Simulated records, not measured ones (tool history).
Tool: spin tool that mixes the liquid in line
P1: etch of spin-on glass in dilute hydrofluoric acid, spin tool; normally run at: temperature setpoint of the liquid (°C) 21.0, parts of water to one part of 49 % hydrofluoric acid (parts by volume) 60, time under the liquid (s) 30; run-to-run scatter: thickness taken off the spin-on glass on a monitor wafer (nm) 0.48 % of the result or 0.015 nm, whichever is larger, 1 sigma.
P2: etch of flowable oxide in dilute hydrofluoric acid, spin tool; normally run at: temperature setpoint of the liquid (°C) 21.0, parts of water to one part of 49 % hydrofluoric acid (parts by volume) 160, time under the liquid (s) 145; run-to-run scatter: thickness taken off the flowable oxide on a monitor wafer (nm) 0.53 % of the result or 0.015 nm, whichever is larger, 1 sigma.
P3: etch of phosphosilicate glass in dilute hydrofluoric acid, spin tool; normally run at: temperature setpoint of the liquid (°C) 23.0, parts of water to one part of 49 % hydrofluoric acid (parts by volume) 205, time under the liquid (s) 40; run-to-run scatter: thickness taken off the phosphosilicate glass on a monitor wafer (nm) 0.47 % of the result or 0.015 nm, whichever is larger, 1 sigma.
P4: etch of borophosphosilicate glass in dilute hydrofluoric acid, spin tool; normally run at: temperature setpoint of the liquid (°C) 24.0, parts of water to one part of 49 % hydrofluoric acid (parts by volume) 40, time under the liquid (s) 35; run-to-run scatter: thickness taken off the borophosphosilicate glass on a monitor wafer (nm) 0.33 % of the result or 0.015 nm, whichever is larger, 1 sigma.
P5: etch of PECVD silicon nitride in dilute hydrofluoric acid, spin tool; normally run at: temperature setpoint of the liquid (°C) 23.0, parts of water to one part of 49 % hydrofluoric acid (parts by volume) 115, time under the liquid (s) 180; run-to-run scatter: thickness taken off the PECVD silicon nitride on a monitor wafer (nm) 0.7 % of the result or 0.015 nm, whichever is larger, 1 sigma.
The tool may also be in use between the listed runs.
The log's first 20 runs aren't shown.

| run | hour | process that ran | temperature setpoint of the liquid (°C) | parts of water to one part of 49 % hydrofluoric acid (parts by volume) | time under the liquid (s) | thickness taken off the spin-on glass on a monitor wafer (nm) | thickness taken off the PECVD silicon nitride on a monitor wafer (nm) | thickness taken off the borophosphosilicate glass on a monitor wafer (nm) | thickness taken off the flowable oxide on a monitor wafer (nm) | thickness taken off the phosphosilicate glass on a monitor wafer (nm) |
|---|---|---|---|---|---|---|---|---|---|---|
| 21 | 187.8 | P1 | 21.0 | 20 | 30 | 100.410 |  |  |  |  |
| 22 | 195.6 | P4 | 24.0 | 40 | 35 |  |  | 34.005 |  |  |
| 23 | 203.3 | P2 | 21.0 | 160 | 15 |  |  |  | 3.3875 |  |
| 24 | 214.3 | P3 | 23.0 | 75 | 40 |  |  |  |  | 52.180 |
| 25 | 220.5 | P3 | 23.0 | 205 | 75 |  |  |  |  | 30.823 |
| 26 | 231.8 | P1 | 28.5 | 60 | 30 | 42.985 |  |  |  |  |
| 27 | 239.0 | P4 | 17.0 | 40 | 35 |  |  | 25.144 |  |  |
| 28 | 249.0 | P5 | 17.0 | 115 | 180 |  | 1.87600 |  |  |  |
| 29 | 260.0 | P1 | 21.0 | 60 | 30 | 31.671 |  |  |  |  |
| 30 | 269.5 | P3 | 19.0 | 205 | 40 |  |  |  |  | 14.211 |
| 31 | 278.1 | P4 | 24.0 | 40 | 15 |  |  | 14.576 |  |  |
| 32 | 289.4 | P1 | 21.0 | 60 | 30 | 31.973 |  |  |  |  |
| 33 | 298.5 | P1 | 21.0 | 60 | 30 | 31.157 |  |  |  |  |
| 34 | 305.2 | P1 | 21.0 | 60 | 30 | 30.542 |  |  |  |  |
| 35 | 311.8 | P1 | 21.0 | 60 | 30 | 30.477 |  |  |  |  |
| 36 | 322.6 | P1 | 21.0 | 60 | 30 | 30.166 |  |  |  |  |

Forecast run 37:
| 37 | 327.9 | P1 | 21.0 | 60 | 30 | ? |  |  |  |  |

thickness taken off the spin-on glass on a monitor wafer (nm): 30.029

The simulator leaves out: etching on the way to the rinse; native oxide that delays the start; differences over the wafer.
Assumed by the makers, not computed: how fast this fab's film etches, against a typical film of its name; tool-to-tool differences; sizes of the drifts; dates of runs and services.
